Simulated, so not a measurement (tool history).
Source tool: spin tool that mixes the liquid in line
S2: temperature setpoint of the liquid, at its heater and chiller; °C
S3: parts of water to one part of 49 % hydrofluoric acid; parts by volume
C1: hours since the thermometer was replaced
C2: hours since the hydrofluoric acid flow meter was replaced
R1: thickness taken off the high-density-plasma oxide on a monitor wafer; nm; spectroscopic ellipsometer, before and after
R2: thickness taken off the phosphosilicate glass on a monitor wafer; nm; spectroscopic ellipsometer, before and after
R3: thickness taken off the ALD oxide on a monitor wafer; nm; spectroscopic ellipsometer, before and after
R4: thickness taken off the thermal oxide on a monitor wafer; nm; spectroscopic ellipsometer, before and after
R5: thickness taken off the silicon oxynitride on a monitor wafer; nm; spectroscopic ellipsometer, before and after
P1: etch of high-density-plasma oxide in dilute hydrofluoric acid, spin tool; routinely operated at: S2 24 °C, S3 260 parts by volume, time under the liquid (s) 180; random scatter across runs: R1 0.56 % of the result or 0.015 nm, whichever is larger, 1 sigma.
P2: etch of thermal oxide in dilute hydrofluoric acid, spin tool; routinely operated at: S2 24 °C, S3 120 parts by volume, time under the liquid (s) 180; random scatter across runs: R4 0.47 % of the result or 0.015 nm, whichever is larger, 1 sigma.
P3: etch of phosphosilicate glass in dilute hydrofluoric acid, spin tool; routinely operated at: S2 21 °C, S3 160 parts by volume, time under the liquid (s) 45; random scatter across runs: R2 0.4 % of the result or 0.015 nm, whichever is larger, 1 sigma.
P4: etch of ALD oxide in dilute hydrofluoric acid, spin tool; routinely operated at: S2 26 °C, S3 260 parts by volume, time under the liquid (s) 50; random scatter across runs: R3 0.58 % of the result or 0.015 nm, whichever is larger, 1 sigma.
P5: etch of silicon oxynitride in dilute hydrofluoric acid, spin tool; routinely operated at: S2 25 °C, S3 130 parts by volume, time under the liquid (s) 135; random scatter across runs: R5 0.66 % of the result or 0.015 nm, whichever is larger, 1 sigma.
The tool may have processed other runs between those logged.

run 1 hour=7.8 | process_that_ran=P1 S2=24 S3=260 time_under_the_liquid_(s)=180 | C1=1180.1 C2=710.5 | R1=3.7006
run 2 hour=15.9 | process_that_ran=P1 S2=24 S3=260 time_under_the_liquid_(s)=35 | C1=1188.2 C2=718.6 | R1=0.71322
run 3 hour=28.4 | process_that_ran=P1 S2=31.5 S3=260 time_under_the_liquid_(s)=15 | C1=1200.7 C2=731.1 | R1=0.4131
run 4 hour=38.3 | process_that_ran=P1 S2=24 S3=260 time_under_the_liquid_(s)=180 | C1=1210.6 C2=741 | R1=3.7122
run 5 hour=45.7 | process_that_ran=P1 S2=24 S3=425 time_under_the_liquid_(s)=335 | C1=1218 C2=748.4 | R1=3.6283
run 6 hour=53.3 | process_that_ran=P1 S2=24 S3=465 time_under_the_liquid_(s)=180 | C1=1225.6 C2=756 | R1=1.6768
run 7 hour=65.6 | process_that_ran=P3 S2=27 S3=160 time_under_the_liquid_(s)=45 | C1=1237.9 C2=768.3 | R2=27.029
run 8 hour=74.6 | process_that_ran=P1 S2=17 S3=260 time_under_the_liquid_(s)=180 | C1=1246.9 C2=777.3 | R1=2.8728
run 9 hour=80.8 | process_that_ran=P1 S2=29 S3=260 time_under_the_liquid_(s)=180 | C1=1253.1 C2=783.5 | R1=4.3788
run 10 hour=94.5 | process_that_ran=P1 S2=24 S3=260 time_under_the_liquid_(s)=180 | C1=1266.8 C2=797.2 | R1=3.715
run 11 hour=102.4 | process_that_ran=P3 S2=21 S3=275 time_under_the_liquid_(s)=45 | C1=1274.7 C2=805.1 | R2=11.236
run 12 hour=116.5 | process_that_ran=P4 S2=26 S3=85 time_under_the_liquid_(s)=50 | C1=1288.8 C2=819.2 | R3=17.249
run 13 hour=123.9 | process_that_ran=P4 S2=26 S3=260 time_under_the_liquid_(s)=80 | C1=1296.2 C2=826.6 | R3=7.3659
run 14 hour=137.3 | process_that_ran=P3 S2=21 S3=160 time_under_the_liquid_(s)=45 | C1=1309.6 C2=840 | R2=21.523
run 15 hour=146.6 | process_that_ran=P1 S2=24 S3=260 time_under_the_liquid_(s)=180 | C1=1318.9 C2=849.3 | R1=3.7078
run 16 hour=159.6 | process_that_ran=P2 S2=31 S3=120 time_under_the_liquid_(s)=180 | C1=1331.9 C2=862.3 | R4=9.1181
run 17 hour=168 | process_that_ran=P5 S2=25 S3=130 time_under_the_liquid_(s)=135 | C1=1340.3 C2=870.7 | R5=4.0701
run 18 hour=176.1 | process_that_ran=P1 S2=24 S3=70 time_under_the_liquid_(s)=180 | C1=1348.4 C2=878.8 | R1=17.322
run 19 hour=187.6 | process_that_ran=P1 S2=24 S3=260 time_under_the_liquid_(s)=180 | C1=1359.9 C2=890.3 | R1=3.736
run 20 hour=197.7 | process_that_ran=P3 S2=21 S3=160 time_under_the_liquid_(s)=75 | C1=1370 C2=900.4 | R2=35.644
run 21 hour=210.6 | process_that_ran=P1 S2=24 S3=260 time_under_the_liquid_(s)=270 | C1=1382.9 C2=913.3 | R1=5.5956
run 22 hour=224 | process_that_ran=P3 S2=21 S3=160 time_under_the_liquid_(s)=45 | C1=1396.3 C2=926.7 | R2=21.544
run 23 hour=231.3 | process_that_ran=P5 S2=17.5 S3=130 time_under_the_liquid_(s)=135 | C1=1403.6 C2=934 | R5=2.812
run 24 hour=242.3 | process_that_ran=P2 S2=24 S3=75 time_under_the_liquid_(s)=180 | C1=1414.6 C2=945 | R4=11.847
run 25 hour=254.9 | process_that_ran=P5 S2=25 S3=130 time_under_the_liquid_(s)=245 | C1=1427.2 C2=957.6 | R5=7.2929
run 26 hour=268.4 | process_that_ran=P2 S2=24 S3=120 time_under_the_liquid_(s)=15 | C1=1440.7 C2=971.1 | R4=0.60148
run 27 hour=280.1 | process_that_ran=P5 S2=25 S3=55 time_under_the_liquid_(s)=135 | C1=1452.4 C2=982.8 | R5=10.052
run 28 hour=290.5 | process_that_ran=P4 S2=21 S3=260 time_under_the_liquid_(s)=50 | C1=1462.8 C2=993.2 | R3=3.8526
run 29 hour=297.1 | process_that_ran=P2 S2=24 S3=120 time_under_the_liquid_(s)=180 | C1=1469.4 C2=999.8 | R4=7.0202
run 30 hour=307.6 | process_that_ran=P4 S2=26 S3=260 time_under_the_liquid_(s)=50 | C1=1479.9 C2=1010.3 | R3=4.6042
run 31 hour=321.4 | process_that_ran=P1 S2=24 S3=260 time_under_the_liquid_(s)=180 | C1=1493.7 C2=1024.1 | R1=3.7206
run 32 hour=331.8 | process_that_ran=P1 S2=24 S3=260 time_under_the_liquid_(s)=180 | C1=1504.1 C2=1034.5 | R1=3.7503
run 33 hour=344.5 | process_that_ran=P1 S2=24 S3=260 time_under_the_liquid_(s)=180 | C1=1516.8 C2=1047.2 | R1=3.7427
run 34 hour=353.2 | process_that_ran=P1 S2=24 S3=260 time_under_the_liquid_(s)=180 | C1=1525.5 C2=1055.9 | R1=3.8045
run 35 hour=363.3 | process_that_ran=P1 S2=24 S3=260 time_under_the_liquid_(s)=180 | C1=1535.6 C2=1066 | R1=3.9127
run 36 hour=373.1 | process_that_ran=P1 S2=24 S3=260 time_under_the_liquid_(s)=180 | C1=1545.4 C2=1075.8 | R1=3.8946
run 37 hour=386.5 | process_that_ran=P1 S2=24 S3=260 time_under_the_liquid_(s)=180 | C1=1558.8 C2=1089.2 | R1=3.9359
run 38 hour=395.7 | process_that_ran=P1 S2=24 S3=260 time_under_the_liquid_(s)=180 | C1=1568 C2=1098.4 | R1=4.0068
run 39 hour=405.1 | process_that_ran=P1 S2=24 S3=260 time_under_the_liquid_(s)=180 | C1=1577.4 C2=1107.8 | R1=3.9893
run 40 hour=418.7 | process_that_ran=P1 S2=24 S3=260 time_under_the_liquid_(s)=180 | C1=1591 C2=1121.4 | R1=3.9957
run 41 hour=424.8 | process_that_ran=P1 S2=24 S3=260 time_under_the_liquid_(s)=180 | C1=1597.1 C2=1127.5 | R1=4.0028
run 42 hour=431.2 | process_that_ran=P1 S2=24 S3=260 time_under_the_liquid_(s)=180 | C1=1603.5 C2=1133.9 | R1=3.9931

P1 has crept away from where it was. The log is fitted equally well by each of these 2 causes, at the sizes shown:
A: liquid hotter than its thermometer reads (K) = 2.05
B: hydrofluoric acid flow above the setpoint (%) = 5.9
The drift started at roughly hour 344.5.

Each of the check runs listed below is run on 2 wafers and reports their average, with the results left as question marks. Pick the one under which the possible causes would lead to clearly different results.
run check 1 hour=437.6 | process_that_ran=P3 S2=27 S3=160 time_under_the_liquid_(s)=45 | R2=?
run check 2 hour=437.6 | process_that_ran=P5 S2=18.5 S3=130 time_under_the_liquid_(s)=235 | R5=?
run check 3 hour=437.6 | process_that_ran=P2 S2=30.5 S3=120 time_under_the_liquid_(s)=120 | R4=?
run check 4 hour=437.6 | process_that_ran=P4 S2=22.5 S3=260 time_under_the_liquid_(s)=50 | R3=?

What each check would give under each cause:
check=check_1 result=R2 if_A=29.1 if_B=28.911
check=check_2 result=R5 if_A=5.6441 if_B=5.4392
check=check_3 result=R4 if_A=6.406 if_B=6.3565
check=check_4 result=R3 if_A=4.3584 if_B=4.3508
Minimum pairwise separation of causes per check, each pair taken at its best-separating result: check 1 0.65 %; check 2 3.7 %; check 3 0.78 %; check 4 0.17 %
Check 2 tells the causes apart: in the others they would give nearly the same result.

Then check 2 was run and gave: R5 5.4076 nm. Which cause is it?

B is the cause: hydrofluoric acid flow above the setpoint (%).

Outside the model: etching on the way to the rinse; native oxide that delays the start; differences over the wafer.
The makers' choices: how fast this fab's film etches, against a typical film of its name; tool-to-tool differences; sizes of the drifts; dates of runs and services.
